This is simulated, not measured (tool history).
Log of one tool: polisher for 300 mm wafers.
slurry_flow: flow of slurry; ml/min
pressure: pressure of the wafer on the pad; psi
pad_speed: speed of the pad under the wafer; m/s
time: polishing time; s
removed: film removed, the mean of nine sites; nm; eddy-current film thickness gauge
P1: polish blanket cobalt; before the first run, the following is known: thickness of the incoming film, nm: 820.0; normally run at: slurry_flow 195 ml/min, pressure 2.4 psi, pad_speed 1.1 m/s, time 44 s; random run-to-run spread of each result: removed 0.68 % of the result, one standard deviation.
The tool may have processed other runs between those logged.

run     day  slurry_flow  pressure  pad_speed  time  wafers polished on this pad  hours since the slurry nozzle was cleaned  hours since the head pressure was calibrated  removed
  1   0.558          195       2.4        1.1    44                          351                                      129.9                                         120.2    272.1
       0.65  -- head pressure recalibrated
  2   1.021          195       2.4       1.42    44                          422                                        141                                             9   354.47
  3   1.275          195       2.4        1.1    58                          461                                      147.1                                          15.1   359.02
  4   1.808          195       2.4        1.1    44                          543                                      159.9                                          27.9   273.58
  5   2.367          195       2.4        1.1    44                          628                                      173.3                                          41.3   272.26
  6   2.704          285       2.4        1.1    44                          680                                      181.4                                          49.4   286.64
  7   3.254          195       2.4        1.1    44                          764                                      194.6                                          62.6   275.62
  8   3.521          285       3.1        1.1    44                          805                                        201                                            69    369.2
  9     3.8          195       2.4        1.1    44                          847                                      207.7                                          75.7   270.89
 10    4.15          195       2.4        1.1    24                          901                                      216.1                                          84.1   149.02
 11   4.446          195       2.4        0.5    44                          946                                      223.2                                          91.2   124.76
 12   5.025          195       1.6        1.1    44                         1035                                      237.1                                         105.1   180.44
 13   5.279          115       2.4        1.1    44                         1074                                      243.2                                         111.2   246.75
 14   5.583          195       3.5        1.1    44                         1120                                      250.5                                         118.5   396.62
 15   5.917          275       2.4        1.1    34                         1171                                      258.5                                         126.5   220.12
 16   6.225          195       2.4        1.1    44                         1218                                      265.9                                         133.9   275.08
 17   6.583          195       2.4        1.1    44                         1273                                      274.5                                         142.5   272.06
 18   7.162          195       2.4        1.1    44                         1362                                      288.4                                         156.4   262.04
 19   7.683          195       2.4        1.1    44                         1441                                      300.9                                         168.9   260.51
 20   7.962          195       2.4        1.1    44                         1484                                      307.6                                         175.6   260.76
 21   8.308          195       2.4        1.1    44                         1537                                      315.9                                         183.9   259.12
 22   8.662          195       2.4        1.1    44                         1591                                      324.4                                         192.4   257.23
 23   9.138          195       2.4        1.1    44                         1664                                      335.8                                         203.8   260.29
      9.142  -- head pressure recalibrated
 24     9.5          195       2.4        1.1    44                         1719                                      344.5                                           8.7   254.58
 25   9.796          195       2.4        1.1    44                         1765                                      351.6                                          15.8    259.1
 26  10.196          195       2.4        1.1    44                         1826                                      361.2                                          25.4   258.14

The output of P1 has drifted from where it used to be. Each of the 2 causes below, taken at the size shown beside it, accounts for the log equally well:
A: slurry flow missing at the pad, % = 31.9
B: removal rate lost through wear of the pad, % = 6.05
The process output started creeping at around day 6.225.
What rules out each remaining cause:
head's pressure below its setpoint, %: serviced after onset, at day 9.142, with no recovery of the prior output

Consider the 4 check runs below, whose results appear as question marks and each of which averages 2 wafers. Which one distinguishes the causes, in that each cause would give it a clearly different result?
check 1  10.596          115       2.4        1.1    44                                                                                                                              ?
check 2  10.596          195       2.4       1.34    44                                                                                                                              ?
check 3  10.596          195       2.4       0.82    44                                                                                                                              ?
check 4  10.596          195       2.4       0.68    44                                                                                                                              ?

Check results expected under each cause:
  check   result    if A    if B
check 1  removed  225.79  234.53
check 2  removed  313.24   313.2
check 3  removed  191.68  191.66
check 4  removed  158.96  158.94
Gap, in per cent, between the two causes that each check separates least, read from the result that separates them most: check 1 3.8 %; check 2 0.01 %; check 3 0.01 %; check 4 0.01 %
Check 1 is the one run that separates the causes; every other check would come out nearly the same whichever cause is at work.

With check 1 done, the readings were: removed 224.04 nm. Identify which of the listed causes applies.

A is the cause: slurry flow missing at the pad, %.

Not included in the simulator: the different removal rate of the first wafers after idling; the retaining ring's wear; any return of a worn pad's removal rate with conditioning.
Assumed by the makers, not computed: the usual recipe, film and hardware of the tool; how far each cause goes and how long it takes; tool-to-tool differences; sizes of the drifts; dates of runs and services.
